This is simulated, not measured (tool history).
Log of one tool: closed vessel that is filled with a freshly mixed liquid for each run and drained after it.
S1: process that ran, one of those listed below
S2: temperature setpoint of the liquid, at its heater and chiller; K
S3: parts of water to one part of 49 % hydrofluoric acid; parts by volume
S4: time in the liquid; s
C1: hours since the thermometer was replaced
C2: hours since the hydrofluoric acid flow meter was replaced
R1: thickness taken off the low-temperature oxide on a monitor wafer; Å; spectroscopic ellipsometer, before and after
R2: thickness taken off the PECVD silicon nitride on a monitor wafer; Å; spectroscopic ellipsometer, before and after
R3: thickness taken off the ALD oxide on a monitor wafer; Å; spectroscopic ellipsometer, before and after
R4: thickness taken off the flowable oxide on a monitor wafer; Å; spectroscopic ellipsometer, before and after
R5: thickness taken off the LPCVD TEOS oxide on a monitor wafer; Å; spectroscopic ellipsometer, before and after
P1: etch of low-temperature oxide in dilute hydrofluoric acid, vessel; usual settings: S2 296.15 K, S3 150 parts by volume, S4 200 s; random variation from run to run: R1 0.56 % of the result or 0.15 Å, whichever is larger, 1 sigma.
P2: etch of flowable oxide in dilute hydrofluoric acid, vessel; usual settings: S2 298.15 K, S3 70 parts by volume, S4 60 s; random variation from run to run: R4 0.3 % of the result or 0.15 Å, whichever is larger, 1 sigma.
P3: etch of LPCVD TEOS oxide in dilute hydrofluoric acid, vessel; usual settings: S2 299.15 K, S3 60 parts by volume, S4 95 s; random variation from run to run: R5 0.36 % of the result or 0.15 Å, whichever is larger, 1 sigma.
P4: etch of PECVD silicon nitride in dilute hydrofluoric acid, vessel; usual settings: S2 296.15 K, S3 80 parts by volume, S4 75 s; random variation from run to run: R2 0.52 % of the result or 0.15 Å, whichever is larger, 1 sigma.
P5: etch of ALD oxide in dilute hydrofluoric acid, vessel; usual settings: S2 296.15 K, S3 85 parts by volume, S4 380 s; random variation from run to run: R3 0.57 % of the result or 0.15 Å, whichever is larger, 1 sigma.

Run 1, hour 8.9: S1 P1, S2 296.15 K, S3 150 parts by volume, S4 200 s; C1 717.6; C2 356.3. Result: R1 299.760 Å.
Run 2, hour 13.7: S1 P4, S2 296.15 K, S3 80 parts by volume, S4 30 s; C1 722.4; C2 361.1. Result: R2 19.671 Å.
Run 3, hour 20.8: S1 P4, S2 296.15 K, S3 80 parts by volume, S4 75 s; C1 729.5; C2 368.2. Result: R2 49.415 Å.
Run 4, hour 25.5: S1 P5, S2 296.15 K, S3 85 parts by volume, S4 120 s; C1 734.2; C2 372.9. Result: R3 185.75 Å.
Run 5, hour 30.9: S1 P1, S2 296.15 K, S3 150 parts by volume, S4 200 s; C1 739.6; C2 378.3. Result: R1 300.570 Å.
Run 6, hour 39.5: S1 P1, S2 296.15 K, S3 150 parts by volume, S4 60 s; C1 748.2; C2 386.9. Result: R1 89.705 Å.
Run 7, hour 47.8: S1 P1, S2 296.15 K, S3 150 parts by volume, S4 370 s; C1 756.5; C2 395.2. Result: R1 549.420 Å.
Run 8, hour 54.7: S1 P5, S2 296.15 K, S3 85 parts by volume, S4 380 s; C1 763.4; C2 402.1. Result: R3 590.58 Å.
Run 9, hour 62.4: S1 P5, S2 302.65 K, S3 85 parts by volume, S4 380 s; C1 771.1; C2 409.8. Result: R3 770.83 Å.
Run 10, hour 68.6: S1 P2, S2 298.15 K, S3 120 parts by volume, S4 60 s; C1 777.3; C2 416.0. Result: R4 149.53 Å.
Run 11, hour 72.6: S1 P3, S2 291.15 K, S3 60 parts by volume, S4 95 s; C1 781.3; C2 420.0. Result: R5 257.20 Å.
Run 12, hour 79.6: S1 P3, S2 299.15 K, S3 100 parts by volume, S4 95 s; C1 788.3; C2 427.0. Result: R5 204.47 Å.
Run 13, hour 87.6: S1 P2, S2 298.15 K, S3 70 parts by volume, S4 60 s; C1 796.3; C2 435.0. Result: R4 273.27 Å.
Run 14, hour 92.5: S1 P1, S2 296.15 K, S3 150 parts by volume, S4 200 s; C1 801.2; C2 439.9. Result: R1 301.130 Å.
Run 15, hour 98.8: S1 P1, S2 296.15 K, S3 265 parts by volume, S4 200 s; C1 807.5; C2 446.2. Result: R1 149.860 Å.
Run 16, hour 102.8: S1 P4, S2 296.15 K, S3 145 parts by volume, S4 75 s; C1 811.5; C2 450.2. Result: R2 27.538 Å.
Run 17, hour 109.6: S1 P3, S2 299.15 K, S3 60 parts by volume, S4 170 s; C1 818.3; C2 457.0. Result: R5 634.97 Å.
Run 18, hour 116.7: S1 P1, S2 296.15 K, S3 35 parts by volume, S4 200 s; C1 825.4; C2 464.1. Result: R1 1470.300 Å.
Run 19, hour 124.8: S1 P4, S2 302.65 K, S3 80 parts by volume, S4 75 s; C1 833.5; C2 472.2. Result: R2 74.627 Å.
Run 20, hour 133.2: S1 P1, S2 303.65 K, S3 85 parts by volume, S4 200 s; C1 841.9; C2 480.6. Result: R1 761.360 Å.
Run 21, hour 138.7: S1 P5, S2 296.15 K, S3 145 parts by volume, S4 380 s; C1 847.4; C2 486.1. Result: R3 322.51 Å.
Run 22, hour 144.2: S1 P1, S2 302.65 K, S3 150 parts by volume, S4 200 s; C1 852.9; C2 491.6. Result: R1 379.920 Å.
Run 23, hour 151.9: S1 P1, S2 296.15 K, S3 150 parts by volume, S4 200 s; C1 860.6; C2 499.3. Result: R1 299.230 Å.
Run 24, hour 158.9: S1 P1, S2 290.15 K, S3 150 parts by volume, S4 200 s; C1 867.6; C2 506.3. Result: R1 234.200 Å.
Run 25, hour 163.8: S1 P2, S2 298.15 K, S3 70 parts by volume, S4 30 s; C1 872.5; C2 511.2. Result: R4 136.20 Å.
Run 26, hour 172.5: S1 P2, S2 291.15 K, S3 70 parts by volume, S4 60 s; C1 881.2; C2 519.9. Result: R4 203.65 Å.
Run 27, hour 179.0: S1 P5, S2 296.15 K, S3 85 parts by volume, S4 380 s; C1 887.7; C2 526.4. Result: R3 595.11 Å.
Run 28, hour 187.7: S1 P1, S2 296.15 K, S3 245 parts by volume, S4 350 s; C1 896.4; C2 535.1. Result: R1 289.040 Å.
Run 29, hour 196.3: S1 P1, S2 296.15 K, S3 150 parts by volume, S4 200 s; C1 905.0; C2 543.7. Result: R1 297.590 Å.
Run 30, hour 204.9: S1 P3, S2 299.15 K, S3 60 parts by volume, S4 95 s; C1 913.6; C2 552.3. Result: R5 356.82 Å.
Run 31, hour 212.6: S1 P1, S2 296.15 K, S3 150 parts by volume, S4 200 s; C1 921.3; C2 560.0. Result: R1 300.290 Å.
Run 32, hour 221.7: S1 P4, S2 296.15 K, S3 80 parts by volume, S4 75 s; C1 930.4; C2 569.1. Result: R2 49.818 Å.
Run 33, hour 229.5: S1 P1, S2 296.15 K, S3 150 parts by volume, S4 200 s; C1 938.2; C2 576.9. Result: R1 296.650 Å.
Run 34, hour 237.9: S1 P1, S2 296.15 K, S3 150 parts by volume, S4 200 s; C1 946.6; C2 585.3. Result: R1 288.520 Å.
Run 35, hour 247.0: S1 P1, S2 296.15 K, S3 150 parts by volume, S4 200 s; C1 955.7; C2 594.4. Result: R1 278.850 Å.
Run 36, hour 251.5: S1 P1, S2 296.15 K, S3 150 parts by volume, S4 200 s; C1 960.2; C2 598.9. Result: R1 283.040 Å.
Run 37, hour 259.5: S1 P1, S2 296.15 K, S3 150 parts by volume, S4 200 s; C1 968.2; C2 606.9. Result: R1 280.610 Å.
Run 38, hour 266.1: S1 P1, S2 296.15 K, S3 150 parts by volume, S4 200 s; C1 974.8; C2 613.5. Result: R1 278.600 Å.
Run 39, hour 273.0: S1 P1, S2 296.15 K, S3 150 parts by volume, S4 200 s; C1 981.7; C2 620.4. Result: R1 277.310 Å.
Run 40, hour 280.5: S1 P1, S2 296.15 K, S3 150 parts by volume, S4 200 s; C1 989.2; C2 627.9. Result: R1 280.010 Å.
Run 41, hour 284.7: S1 P1, S2 296.15 K, S3 150 parts by volume, S4 200 s; C1 993.4; C2 632.1. Result: R1 274.210 Å.

What P1 gives has crept away from where it was. These 2 causes fit the log equally well, each at the size given:
A: hydrofluoric acid flow below the setpoint (%) = 6.16
B: liquid colder than its thermometer reads (K) = 1.91
The creep began at about hour 229.5.

4 check runs are offered, one wafer each, their results left as question marks. Which one tells the causes apart?
Run check 1, hour 288.9: S1 P2, S2 293.65 K, S3 105 parts by volume, S4 60 s. Result: R4 ?.
Run check 2, hour 288.9: S1 P5, S2 300.65 K, S3 135 parts by volume, S4 380 s. Result: R3 ?.
Run check 3, hour 288.9: S1 P4, S2 296.15 K, S3 145 parts by volume, S4 75 s. Result: R2 ?.
Run check 4, hour 288.9: S1 P3, S2 299.15 K, S3 95 parts by volume, S4 165 s. Result: R5 ?.

What each check would give under each cause:
  check  result    if A    if B
check 1      R4  135.30  134.32
check 2      R3  387.11  388.17
check 3      R2  25.833  24.257
check 4      R5  348.21  346.97
How far apart the two closest causes lie, in the result that separates them most: check 1 0.73 %; check 2 0.27 %; check 3 6.29 %; check 4 0.36 %
Only check 3 tells the causes apart: in the others they would give nearly the same result.

Check 3 was then run and gave: R2 24.284 Å. Which cause is it?

It is B: liquid colder than its thermometer reads (K).
